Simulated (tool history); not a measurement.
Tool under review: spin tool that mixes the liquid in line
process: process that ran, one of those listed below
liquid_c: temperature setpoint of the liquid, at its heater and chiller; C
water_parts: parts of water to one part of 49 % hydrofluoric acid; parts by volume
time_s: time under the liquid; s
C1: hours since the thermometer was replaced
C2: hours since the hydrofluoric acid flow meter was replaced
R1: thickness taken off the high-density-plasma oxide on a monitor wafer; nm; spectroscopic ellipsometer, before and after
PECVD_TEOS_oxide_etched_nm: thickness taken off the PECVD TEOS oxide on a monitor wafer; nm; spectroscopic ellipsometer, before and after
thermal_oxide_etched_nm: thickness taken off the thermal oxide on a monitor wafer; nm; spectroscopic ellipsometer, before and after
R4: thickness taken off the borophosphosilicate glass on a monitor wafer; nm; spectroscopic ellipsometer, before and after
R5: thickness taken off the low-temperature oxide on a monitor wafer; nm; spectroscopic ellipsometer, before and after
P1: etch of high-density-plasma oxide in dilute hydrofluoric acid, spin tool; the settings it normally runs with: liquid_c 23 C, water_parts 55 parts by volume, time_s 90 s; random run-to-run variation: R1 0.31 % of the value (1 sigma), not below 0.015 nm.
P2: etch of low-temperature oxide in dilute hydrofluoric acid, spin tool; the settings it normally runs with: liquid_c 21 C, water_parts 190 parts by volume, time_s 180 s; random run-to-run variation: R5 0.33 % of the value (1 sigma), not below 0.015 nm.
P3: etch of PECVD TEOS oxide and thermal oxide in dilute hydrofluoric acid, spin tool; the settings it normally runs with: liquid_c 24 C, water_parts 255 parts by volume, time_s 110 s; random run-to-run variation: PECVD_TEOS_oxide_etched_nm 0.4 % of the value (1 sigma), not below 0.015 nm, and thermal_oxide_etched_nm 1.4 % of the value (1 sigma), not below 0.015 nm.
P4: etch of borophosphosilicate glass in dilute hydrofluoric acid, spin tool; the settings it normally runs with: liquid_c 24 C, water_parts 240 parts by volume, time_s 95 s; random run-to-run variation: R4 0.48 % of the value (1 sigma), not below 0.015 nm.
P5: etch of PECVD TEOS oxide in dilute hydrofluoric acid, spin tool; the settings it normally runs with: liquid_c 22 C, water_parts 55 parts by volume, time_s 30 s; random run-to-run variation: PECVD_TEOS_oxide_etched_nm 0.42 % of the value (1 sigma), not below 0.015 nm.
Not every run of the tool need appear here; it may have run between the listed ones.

run 1 hour=6.7 | process=P1 liquid_c=23 water_parts=55 time_s=90 | C1=921.9 C2=566.5 | R1=9.8483
run 2 hour=12.8 | process=P3 liquid_c=24 water_parts=470 time_s=110 | C1=928 C2=572.6 | PECVD_TEOS_oxide_etched_nm=4.5522 thermal_oxide_etched_nm=0.7574
run 3 hour=18.3 | process=P4 liquid_c=24 water_parts=240 time_s=95 | C1=933.5 C2=578.1 | R4=20.592
run 4 hour=24.5 | process=P5 liquid_c=22 water_parts=55 time_s=50 | C1=939.7 C2=584.3 | PECVD_TEOS_oxide_etched_nm=13.21
run 5 hour=31.4 | process=P4 liquid_c=24 water_parts=50 time_s=95 | C1=946.6 C2=591.2 | R4=123.25
run 6 hour=36.4 | process=P4 liquid_c=29.5 water_parts=240 time_s=95 | C1=951.6 C2=596.2 | R4=24.876
run 7 hour=39.7 | process=P1 liquid_c=23 water_parts=55 time_s=40 | C1=954.9 C2=599.5 | R1=4.4099
run 8 hour=46 | process=P1 liquid_c=23 water_parts=55 time_s=90 | C1=961.2 C2=605.8 | R1=9.7885
run 9 hour=51.7 | process=P1 liquid_c=23 water_parts=25 time_s=50 | C1=966.9 C2=611.5 | R1=12.418
run 10 hour=58.4 | process=P5 liquid_c=22 water_parts=100 time_s=30 | C1=973.6 C2=618.2 | PECVD_TEOS_oxide_etched_nm=4.1193
-- hour=60.6 thermometer replaced
run 11 hour=61.7 | process=P3 liquid_c=24 water_parts=255 time_s=205 | C1=1.1 C2=621.5 | PECVD_TEOS_oxide_etched_nm=19.146 thermal_oxide_etched_nm=3.3139
run 12 hour=67.1 | process=P5 liquid_c=22 water_parts=55 time_s=30 | C1=6.5 C2=626.9 | PECVD_TEOS_oxide_etched_nm=7.9031
run 13 hour=70.8 | process=P1 liquid_c=23 water_parts=55 time_s=90 | C1=10.2 C2=630.6 | R1=9.8761
run 14 hour=77.3 | process=P4 liquid_c=24 water_parts=240 time_s=95 | C1=16.7 C2=637.1 | R4=20.654
run 15 hour=81.1 | process=P1 liquid_c=31.5 water_parts=55 time_s=90 | C1=20.5 C2=640.9 | R1=13.818
run 16 hour=85.5 | process=P4 liquid_c=24 water_parts=240 time_s=185 | C1=24.9 C2=645.3 | R4=40.169
run 17 hour=90.7 | process=P2 liquid_c=21 water_parts=80 time_s=180 | C1=30.1 C2=650.5 | R5=29.801
run 18 hour=94.2 | process=P1 liquid_c=17 water_parts=55 time_s=90 | C1=33.6 C2=654 | R1=7.6166
run 19 hour=100.3 | process=P2 liquid_c=21 water_parts=190 time_s=320 | C1=39.7 C2=660.1 | R5=19.844
run 20 hour=104.4 | process=P1 liquid_c=23 water_parts=25 time_s=90 | C1=43.8 C2=664.2 | R1=22.529
run 21 hour=108.8 | process=P2 liquid_c=21 water_parts=190 time_s=180 | C1=48.2 C2=668.6 | R5=11.191
run 22 hour=113.8 | process=P5 liquid_c=27.5 water_parts=55 time_s=30 | C1=53.2 C2=673.6 | PECVD_TEOS_oxide_etched_nm=9.9093
run 23 hour=117.7 | process=P1 liquid_c=23 water_parts=90 time_s=90 | C1=57.1 C2=677.5 | R1=5.776
run 24 hour=122.4 | process=P1 liquid_c=23 water_parts=55 time_s=90 | C1=61.8 C2=682.2 | R1=9.8098
run 25 hour=129.1 | process=P1 liquid_c=17 water_parts=35 time_s=90 | C1=68.5 C2=688.9 | R1=12.265
-- hour=131.2 hydrofluoric acid flow meter replaced
run 26 hour=133.1 | process=P3 liquid_c=24 water_parts=255 time_s=110 | C1=72.5 C2=1.9 | PECVD_TEOS_oxide_etched_nm=10.274 thermal_oxide_etched_nm=1.7475
run 27 hour=140.4 | process=P1 liquid_c=18.5 water_parts=55 time_s=50 | C1=79.8 C2=9.2 | R1=4.496
run 28 hour=147.2 | process=P1 liquid_c=23 water_parts=55 time_s=175 | C1=86.6 C2=16 | R1=19.039
run 29 hour=153.8 | process=P3 liquid_c=32 water_parts=255 time_s=110 | C1=93.2 C2=22.6 | PECVD_TEOS_oxide_etched_nm=13.548 thermal_oxide_etched_nm=2.3686
run 30 hour=157.9 | process=P1 liquid_c=23 water_parts=55 time_s=90 | C1=97.3 C2=26.7 | R1=9.8775
run 31 hour=162.8 | process=P2 liquid_c=17 water_parts=190 time_s=180 | C1=102.2 C2=31.6 | R5=9.4882
run 32 hour=167.1 | process=P1 liquid_c=23 water_parts=55 time_s=90 | C1=106.5 C2=35.9 | R1=9.8427
run 33 hour=171.5 | process=P1 liquid_c=23 water_parts=55 time_s=90 | C1=110.9 C2=40.3 | R1=10.116
run 34 hour=177.1 | process=P1 liquid_c=23 water_parts=55 time_s=90 | C1=116.5 C2=45.9 | R1=10.311
run 35 hour=180.8 | process=P1 liquid_c=23 water_parts=55 time_s=90 | C1=120.2 C2=49.6 | R1=10.456
run 36 hour=187.3 | process=P1 liquid_c=23 water_parts=55 time_s=90 | C1=126.7 C2=56.1 | R1=10.448
run 37 hour=192 | process=P1 liquid_c=23 water_parts=55 time_s=90 | C1=131.4 C2=60.8 | R1=10.529
run 38 hour=195.4 | process=P1 liquid_c=23 water_parts=55 time_s=90 | C1=134.8 C2=64.2 | R1=10.508
run 39 hour=199.3 | process=P1 liquid_c=23 water_parts=55 time_s=90 | C1=138.7 C2=68.1 | R1=10.534
run 40 hour=206.4 | process=P1 liquid_c=23 water_parts=55 time_s=90 | C1=145.8 C2=75.2 | R1=10.545

The output of P1 has drifted from where it used to be. Each of the 2 causes below, taken at the size shown beside it, accounts for the log equally well:
A: liquid hotter than its thermometer reads (K) = 1.75
B: hydrofluoric acid flow above the setpoint (%) = 6.93
The process output started creeping at around hour 167.1.

Of the 4 check runs listed below, each run on one wafer and each result written as a question mark, which would let you distinguish the listed causes because they would give clearly different results?
run check 1 hour=213.5 | process=P2 liquid_c=17 water_parts=190 time_s=180 | R5=?
run check 2 hour=213.5 | process=P4 liquid_c=24 water_parts=85 time_s=175 | R4=?
run check 3 hour=213.5 | process=P5 liquid_c=27 water_parts=55 time_s=30 | PECVD_TEOS_oxide_etched_nm=?
run check 4 hour=213.5 | process=P3 liquid_c=27.5 water_parts=440 time_s=110 | PECVD_TEOS_oxide_etched_nm=? thermal_oxide_etched_nm=?

Check results expected under each cause:
check=check_1 result=R5 if_A=10.181 if_B=10.273
check=check_2 result=R4 if_A=137.08 if_B=137.68
check=check_3 result=PECVD_TEOS_oxide_etched_nm if_A=10.39 if_B=10.415
check=check_4 result=PECVD_TEOS_oxide_etched_nm if_A=5.8812 if_B=6.126
check=check_4 result=thermal_oxide_etched_nm if_A=1.0094 if_B=1.0514
Minimum pairwise separation of causes per check, each pair taken at its best-separating result: check 1 0.89 %; check 2 0.44 %; check 3 0.24 %; check 4 4.08 %
Only check 4 tells the causes apart: in the others they would give nearly the same result.

After running check 4, the following was obtained: PECVD_TEOS_oxide_etched_nm 6.1259 nm; thermal_oxide_etched_nm 1.0617 nm. Which cause does this point to?

It is B: hydrofluoric acid flow above the setpoint (%).

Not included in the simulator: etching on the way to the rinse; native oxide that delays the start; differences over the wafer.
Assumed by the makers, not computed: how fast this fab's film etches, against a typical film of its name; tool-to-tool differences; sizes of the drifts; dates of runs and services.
